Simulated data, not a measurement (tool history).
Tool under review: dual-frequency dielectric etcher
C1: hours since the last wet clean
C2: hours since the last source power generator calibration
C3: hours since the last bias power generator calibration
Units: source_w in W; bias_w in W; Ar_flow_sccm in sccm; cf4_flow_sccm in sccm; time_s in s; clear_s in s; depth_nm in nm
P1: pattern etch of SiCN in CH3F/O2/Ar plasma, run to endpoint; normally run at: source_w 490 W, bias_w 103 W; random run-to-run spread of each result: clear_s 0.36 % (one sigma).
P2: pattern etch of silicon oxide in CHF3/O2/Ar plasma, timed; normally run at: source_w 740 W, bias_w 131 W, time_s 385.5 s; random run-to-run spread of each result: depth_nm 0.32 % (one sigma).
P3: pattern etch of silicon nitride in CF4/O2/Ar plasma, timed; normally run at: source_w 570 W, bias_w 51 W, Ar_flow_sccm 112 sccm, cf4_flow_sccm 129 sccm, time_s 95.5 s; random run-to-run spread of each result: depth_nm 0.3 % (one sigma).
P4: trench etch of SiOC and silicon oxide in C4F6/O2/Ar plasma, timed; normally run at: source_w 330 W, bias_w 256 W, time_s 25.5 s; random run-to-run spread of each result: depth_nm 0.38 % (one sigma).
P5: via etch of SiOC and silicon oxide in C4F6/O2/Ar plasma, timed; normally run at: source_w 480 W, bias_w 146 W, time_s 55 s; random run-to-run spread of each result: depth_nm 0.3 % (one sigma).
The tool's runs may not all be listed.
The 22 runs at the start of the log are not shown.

{"run": 23, "day": 10.783, "process": "P5", "source_w": 480, "bias_w": 86, "time_s": 55, "C1": 538.3, "C2": 2363.9, "C3": 1087, "depth_nm": 54.599}
{"run": 24, "day": 11.246, "process": "P3", "source_w": 570, "bias_w": 51, "Ar_flow_sccm": 112, "cf4_flow_sccm": 129, "time_s": 95.5, "C1": 549.4, "C2": 2375, "C3": 1098.1, "depth_nm": 205.62}
{"run": 25, "day": 11.558, "process": "P2", "source_w": 740, "bias_w": 183, "time_s": 385.5, "C1": 556.9, "C2": 2382.5, "C3": 1105.6, "depth_nm": 824.1}
{"run": 26, "day": 12.062, "process": "P2", "source_w": 460, "bias_w": 131, "time_s": 385.5, "C1": 569, "C2": 2394.6, "C3": 1117.7, "depth_nm": 617.56}
{"day": 12.542, "done": "wet clean of the chamber"}
{"run": 27, "day": 12.638, "process": "P1", "source_w": 490, "bias_w": 142, "C1": 2.3, "C2": 2408.4, "C3": 1131.5, "clear_s": 13.419}
{"run": 28, "day": 12.958, "process": "P4", "source_w": 330, "bias_w": 256, "time_s": 36.5, "C1": 10, "C2": 2416.1, "C3": 1139.2, "depth_nm": 73.199}
{"run": 29, "day": 13.554, "process": "P1", "source_w": 490, "bias_w": 64, "C1": 24.3, "C2": 2430.4, "C3": 1153.5, "clear_s": 18.133}
{"run": 30, "day": 13.858, "process": "P4", "source_w": 330, "bias_w": 344, "time_s": 25.5, "C1": 31.6, "C2": 2437.7, "C3": 1160.8, "depth_nm": 56.069}
{"run": 31, "day": 14.475, "process": "P2", "source_w": 740, "bias_w": 131, "time_s": 385.5, "C1": 46.4, "C2": 2452.5, "C3": 1175.6, "depth_nm": 741.87}
{"run": 32, "day": 14.892, "process": "P1", "source_w": 490, "bias_w": 103, "C1": 56.4, "C2": 2462.5, "C3": 1185.6, "clear_s": 15.204}
{"run": 33, "day": 15.225, "process": "P1", "source_w": 490, "bias_w": 103, "C1": 64.4, "C2": 2470.5, "C3": 1193.6, "clear_s": 15.327}
{"run": 34, "day": 15.529, "process": "P1", "source_w": 490, "bias_w": 103, "C1": 71.7, "C2": 2477.8, "C3": 1200.9, "clear_s": 15.435}
{"run": 35, "day": 15.896, "process": "P1", "source_w": 490, "bias_w": 103, "C1": 80.5, "C2": 2486.6, "C3": 1209.7, "clear_s": 15.537}
{"day": 16.062, "done": "wet clean of the chamber"}
{"run": 36, "day": 16.217, "process": "P1", "source_w": 490, "bias_w": 103, "C1": 3.8, "C2": 2494.3, "C3": 1217.4, "clear_s": 15.509}
{"run": 37, "day": 16.55, "process": "P1", "source_w": 490, "bias_w": 103, "C1": 11.8, "C2": 2502.3, "C3": 1225.4, "clear_s": 15.572}

Run 38, settings as shown, results not yet in. Your forecast:
{"run": 38, "day": 17.038, "process": "P1", "source_w": 490, "bias_w": 103, "C1": 23.5, "C2": 2514, "C3": 1237.1, "clear_s": "?"}

Run 38 measured clear_s 15.491 s.
